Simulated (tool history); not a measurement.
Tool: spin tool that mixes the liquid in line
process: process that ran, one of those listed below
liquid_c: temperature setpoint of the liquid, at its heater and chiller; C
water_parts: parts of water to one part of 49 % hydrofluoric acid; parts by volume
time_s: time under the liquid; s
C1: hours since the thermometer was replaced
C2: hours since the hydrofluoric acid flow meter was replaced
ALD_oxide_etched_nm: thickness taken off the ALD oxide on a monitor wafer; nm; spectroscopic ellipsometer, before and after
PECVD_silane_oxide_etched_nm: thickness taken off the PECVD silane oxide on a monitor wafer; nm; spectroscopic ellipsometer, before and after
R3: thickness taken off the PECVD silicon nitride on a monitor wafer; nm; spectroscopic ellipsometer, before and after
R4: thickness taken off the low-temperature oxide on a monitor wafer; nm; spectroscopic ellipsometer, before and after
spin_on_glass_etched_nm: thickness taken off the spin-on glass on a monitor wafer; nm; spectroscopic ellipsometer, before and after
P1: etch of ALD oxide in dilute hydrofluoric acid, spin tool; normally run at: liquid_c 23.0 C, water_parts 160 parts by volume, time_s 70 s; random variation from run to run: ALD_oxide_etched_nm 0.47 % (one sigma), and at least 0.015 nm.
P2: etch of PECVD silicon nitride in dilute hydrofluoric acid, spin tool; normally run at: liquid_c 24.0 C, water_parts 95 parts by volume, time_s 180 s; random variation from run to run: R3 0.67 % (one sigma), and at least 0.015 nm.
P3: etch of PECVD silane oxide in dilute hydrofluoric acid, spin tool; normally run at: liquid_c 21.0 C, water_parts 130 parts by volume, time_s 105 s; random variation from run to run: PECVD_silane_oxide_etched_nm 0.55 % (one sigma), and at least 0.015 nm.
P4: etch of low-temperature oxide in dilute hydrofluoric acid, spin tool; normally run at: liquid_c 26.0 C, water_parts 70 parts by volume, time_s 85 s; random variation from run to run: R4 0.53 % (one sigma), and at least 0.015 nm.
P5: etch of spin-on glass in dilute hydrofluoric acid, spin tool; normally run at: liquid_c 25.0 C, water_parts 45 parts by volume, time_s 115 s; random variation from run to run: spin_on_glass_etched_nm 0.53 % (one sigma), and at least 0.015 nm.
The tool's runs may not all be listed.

run 1 hour=4.7 | process=P1 liquid_c=23.0 water_parts=160 time_s=70 | C1=200.7 C2=912.5 | ALD_oxide_etched_nm=6.3787
run 2 hour=11.1 | process=P1 liquid_c=30.5 water_parts=95 time_s=70 | C1=207.1 C2=918.9 | ALD_oxide_etched_nm=15.3710
run 3 hour=20.7 | process=P1 liquid_c=23.0 water_parts=160 time_s=70 | C1=216.7 C2=928.5 | ALD_oxide_etched_nm=6.4095
run 4 hour=28.4 | process=P3 liquid_c=21.0 water_parts=130 time_s=20 | C1=224.4 C2=936.2 | PECVD_silane_oxide_etched_nm=2.6398
run 5 hour=33.4 | process=P1 liquid_c=23.0 water_parts=160 time_s=15 | C1=229.4 C2=941.2 | ALD_oxide_etched_nm=1.3607
run 6 hour=38.5 | process=P1 liquid_c=23.0 water_parts=160 time_s=115 | C1=234.5 C2=946.3 | ALD_oxide_etched_nm=10.5120
run 7 hour=45.1 | process=P1 liquid_c=23.0 water_parts=235 time_s=70 | C1=241.1 C2=952.9 | ALD_oxide_etched_nm=4.0578
run 8 hour=50.2 | process=P3 liquid_c=21.0 water_parts=30 time_s=105 | C1=246.2 C2=958.0 | PECVD_silane_oxide_etched_nm=67.8530
run 9 hour=60.5 | process=P2 liquid_c=24.0 water_parts=95 time_s=70 | C1=256.5 C2=968.3 | R3=1.5159
run 10 hour=68.7 | process=P1 liquid_c=23.0 water_parts=160 time_s=70 | C1=264.7 C2=976.5 | ALD_oxide_etched_nm=6.3791
run 11 hour=77.0 | process=P4 liquid_c=26.0 water_parts=40 time_s=85 | C1=273.0 C2=984.8 | R4=48.5910
run 12 hour=83.8 | process=P3 liquid_c=29.5 water_parts=130 time_s=105 | C1=279.8 C2=991.6 | PECVD_silane_oxide_etched_nm=19.3190
run 13 hour=89.3 | process=P2 liquid_c=24.0 water_parts=95 time_s=180 | C1=285.3 C2=997.1 | R3=3.8222
run 14 hour=95.7 | process=P4 liquid_c=26.0 water_parts=70 time_s=85 | C1=291.7 C2=1003.5 | R4=26.6280
run 15 hour=101.8 | process=P4 liquid_c=26.0 water_parts=70 time_s=15 | C1=297.8 C2=1009.6 | R4=4.7188
run 16 hour=111.3 | process=P2 liquid_c=19.0 water_parts=95 time_s=180 | C1=307.3 C2=1019.1 | R3=2.7413
run 17 hour=119.4 | process=P1 liquid_c=17.0 water_parts=160 time_s=30 | C1=315.4 C2=1027.2 | ALD_oxide_etched_nm=2.1495
run 18 hour=125.6 | process=P3 liquid_c=21.0 water_parts=130 time_s=105 | C1=321.6 C2=1033.4 | PECVD_silane_oxide_etched_nm=13.9750
run 19 hour=131.2 | process=P5 liquid_c=25.0 water_parts=45 time_s=20 | C1=327.2 C2=1039.0 | spin_on_glass_etched_nm=10.325
run 20 hour=141.4 | process=P2 liquid_c=24.0 water_parts=95 time_s=180 | C1=337.4 C2=1049.2 | R3=3.8963
run 21 hour=148.8 | process=P1 liquid_c=17.5 water_parts=160 time_s=70 | C1=344.8 C2=1056.6 | ALD_oxide_etched_nm=5.1496
-- hour=150.2 hydrofluoric acid flow meter replaced
run 22 hour=154.1 | process=P5 liquid_c=25.0 water_parts=25 time_s=115 | C1=350.1 C2=3.9 | spin_on_glass_etched_nm=109.480
run 23 hour=164.8 | process=P5 liquid_c=33.5 water_parts=45 time_s=115 | C1=360.8 C2=14.6 | spin_on_glass_etched_nm=83.997
-- hour=174.1 thermometer replaced
run 24 hour=174.1 | process=P1 liquid_c=27.0 water_parts=160 time_s=70 | C1=0.1 C2=23.9 | ALD_oxide_etched_nm=7.3506
run 25 hour=180.4 | process=P1 liquid_c=19.0 water_parts=160 time_s=125 | C1=6.4 C2=30.2 | ALD_oxide_etched_nm=9.7127
run 26 hour=185.8 | process=P4 liquid_c=33.5 water_parts=70 time_s=85 | C1=11.8 C2=35.6 | R4=35.6570
run 27 hour=192.7 | process=P1 liquid_c=23.0 water_parts=160 time_s=70 | C1=18.7 C2=42.5 | ALD_oxide_etched_nm=6.3526
run 28 hour=198.4 | process=P1 liquid_c=23.0 water_parts=55 time_s=70 | C1=24.4 C2=48.2 | ALD_oxide_etched_nm=20.9560
run 29 hour=206.6 | process=P2 liquid_c=24.0 water_parts=20 time_s=180 | C1=32.6 C2=56.4 | R3=17.6900
run 30 hour=213.2 | process=P5 liquid_c=25.0 water_parts=45 time_s=115 | C1=39.2 C2=63.0 | spin_on_glass_etched_nm=59.883
run 31 hour=219.4 | process=P1 liquid_c=23.0 water_parts=160 time_s=70 | C1=45.4 C2=69.2 | ALD_oxide_etched_nm=6.3405
run 32 hour=229.4 | process=P1 liquid_c=23.0 water_parts=160 time_s=70 | C1=55.4 C2=79.2 | ALD_oxide_etched_nm=6.5842
run 33 hour=235.5 | process=P1 liquid_c=23.0 water_parts=160 time_s=70 | C1=61.5 C2=85.3 | ALD_oxide_etched_nm=6.6036
run 34 hour=240.9 | process=P1 liquid_c=23.0 water_parts=160 time_s=70 | C1=66.9 C2=90.7 | ALD_oxide_etched_nm=6.6685
run 35 hour=251.7 | process=P1 liquid_c=23.0 water_parts=160 time_s=70 | C1=77.7 C2=101.5 | ALD_oxide_etched_nm=6.6963
run 36 hour=262.5 | process=P1 liquid_c=23.0 water_parts=160 time_s=70 | C1=88.5 C2=112.3 | ALD_oxide_etched_nm=6.7684
run 37 hour=271.7 | process=P1 liquid_c=23.0 water_parts=160 time_s=70 | C1=97.7 C2=121.5 | ALD_oxide_etched_nm=6.7516
run 38 hour=278.2 | process=P1 liquid_c=23.0 water_parts=160 time_s=70 | C1=104.2 C2=128.0 | ALD_oxide_etched_nm=6.7666
run 39 hour=286.9 | process=P1 liquid_c=23.0 water_parts=160 time_s=70 | C1=112.9 C2=136.7 | ALD_oxide_etched_nm=6.7398

What P1 gives has crept away from where it was. These 2 causes fit the log equally well, each at the size given:
A: hydrofluoric acid flow above the setpoint (%) = 5.06
B: liquid hotter than its thermometer reads (K) = 1.53
The creep began at about hour 219.4.

4 check runs are offered, each on 2 wafers whose results are averaged, their results left as question marks. Which one tells the causes apart?
run check 1 hour=295.6 | process=P5 liquid_c=32.5 water_parts=30 time_s=115 | spin_on_glass_etched_nm=?
run check 2 hour=295.6 | process=P4 liquid_c=26.0 water_parts=45 time_s=35 | R4=?
run check 3 hour=295.6 | process=P3 liquid_c=26.0 water_parts=50 time_s=105 | PECVD_silane_oxide_etched_nm=?
run check 4 hour=295.6 | process=P2 liquid_c=24.0 water_parts=95 time_s=95 | R3=?

What each check would give under each cause:
check=check_1 result=spin_on_glass_etched_nm if_A=130.230 if_B=131.300
check=check_2 result=R4 if_A=18.6510 if_B=18.8270
check=check_3 result=PECVD_silane_oxide_etched_nm if_A=51.4690 if_B=51.9260
check=check_4 result=R3 if_A=2.1407 if_B=2.2542
How far apart the two closest causes lie, in the result that separates them most: check 1 0.82 %; check 2 0.94 %; check 3 0.88 %; check 4 5.17 %
Check 4 tells the causes apart: in the others they would give nearly the same result.

Then check 4 was run and gave: R3 2.1433 nm. Which cause is it?

It is A: hydrofluoric acid flow above the setpoint (%).
